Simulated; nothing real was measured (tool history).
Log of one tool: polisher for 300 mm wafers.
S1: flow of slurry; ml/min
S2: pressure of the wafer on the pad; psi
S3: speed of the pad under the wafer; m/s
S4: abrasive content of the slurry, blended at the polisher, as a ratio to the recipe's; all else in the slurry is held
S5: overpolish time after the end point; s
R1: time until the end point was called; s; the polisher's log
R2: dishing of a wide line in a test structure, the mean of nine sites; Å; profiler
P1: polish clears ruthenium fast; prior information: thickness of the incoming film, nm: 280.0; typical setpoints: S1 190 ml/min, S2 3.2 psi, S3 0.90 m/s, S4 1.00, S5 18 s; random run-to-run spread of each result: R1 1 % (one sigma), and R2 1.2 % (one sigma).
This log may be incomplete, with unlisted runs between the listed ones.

| run | day | S1 | S2 | S3 | S4 | S5 | R1 | R2 |
|---|---|---|---|---|---|---|---|---|
| 1 | 0.338 | 190 | 3.2 | 0.90 | 1.00 | 18 | 76.984 | 460.13 |
| 2 | 0.667 | 190 | 4.5 | 0.90 | 1.00 | 18 | 55.006 | 592.94 |
| 3 | 0.971 | 125 | 3.2 | 0.90 | 1.00 | 18 | 82.949 | 447.28 |
| 4 | 1.529 | 250 | 3.2 | 0.90 | 1.00 | 34 | 75.336 | 717.99 |
| 5 | 2.075 | 190 | 2.2 | 0.90 | 1.00 | 35 | 111.870 | 577.27 |
| 6 | 2.479 | 190 | 3.2 | 1.36 | 1.00 | 18 | 51.336 | 618.46 |
| 7 | 2.754 | 190 | 3.2 | 0.90 | 1.35 | 18 | 68.816 | 508.48 |
| 8 | 3.108 | 190 | 3.2 | 0.90 | 1.00 | 18 | 77.007 | 460.07 |
| 9 | 3.417 | 190 | 3.2 | 0.90 | 1.00 | 18 | 76.604 | 466.92 |
| 10 | 3.708 | 190 | 3.2 | 0.90 | 1.00 | 18 | 77.017 | 466.77 |
| 11 | 4.238 | 190 | 3.2 | 0.90 | 1.00 | 18 | 77.166 | 469.87 |
| 12 | 4.704 | 190 | 3.2 | 0.90 | 1.00 | 27 | 77.443 | 608.14 |
| 13 | 5.233 | 190 | 3.2 | 0.52 | 1.35 | 18 | 120.410 | 333.64 |
| 14 | 5.779 | 190 | 3.2 | 0.90 | 1.00 | 5 | 78.082 | 152.74 |
| 15 | 6.158 | 190 | 3.2 | 0.52 | 1.00 | 18 | 134.530 | 294.86 |
| 16 | 6.525 | 290 | 3.2 | 0.90 | 1.00 | 18 | 74.295 | 480.56 |
| 17 | 6.950 | 190 | 1.4 | 0.90 | 1.00 | 18 | 174.770 | 231.11 |
| 18 | 7.442 | 190 | 3.2 | 0.90 | 0.50 | 18 | 113.130 | 343.21 |
| 19 | 7.746 | 190 | 3.2 | 0.90 | 1.00 | 18 | 77.048 | 466.72 |
| 20 | 8.058 | 190 | 3.2 | 0.90 | 1.00 | 18 | 78.395 | 457.86 |
| 21 | 8.412 | 190 | 3.2 | 0.90 | 1.00 | 18 | 81.478 | 446.54 |
| 22 | 8.808 | 190 | 3.2 | 0.90 | 1.00 | 18 | 81.450 | 445.44 |
| 23 | 9.242 | 190 | 3.2 | 0.90 | 1.00 | 18 | 82.999 | 437.19 |
| 24 | 9.829 | 190 | 3.2 | 0.90 | 1.00 | 18 | 83.989 | 439.30 |
|  | 9.979 | head pressure recalibrated |
|  | 10.062 | slurry blender recalibrated |
| 25 | 10.358 | 190 | 3.2 | 0.90 | 1.00 | 18 | 82.749 | 435.05 |

What does the tool deliver on the next run?
| 26 | 10.879 | 190 | 3.2 | 0.90 | 1.00 | 18 | ? | ? |

R1: 85.238 s
R2: 427.19 Å
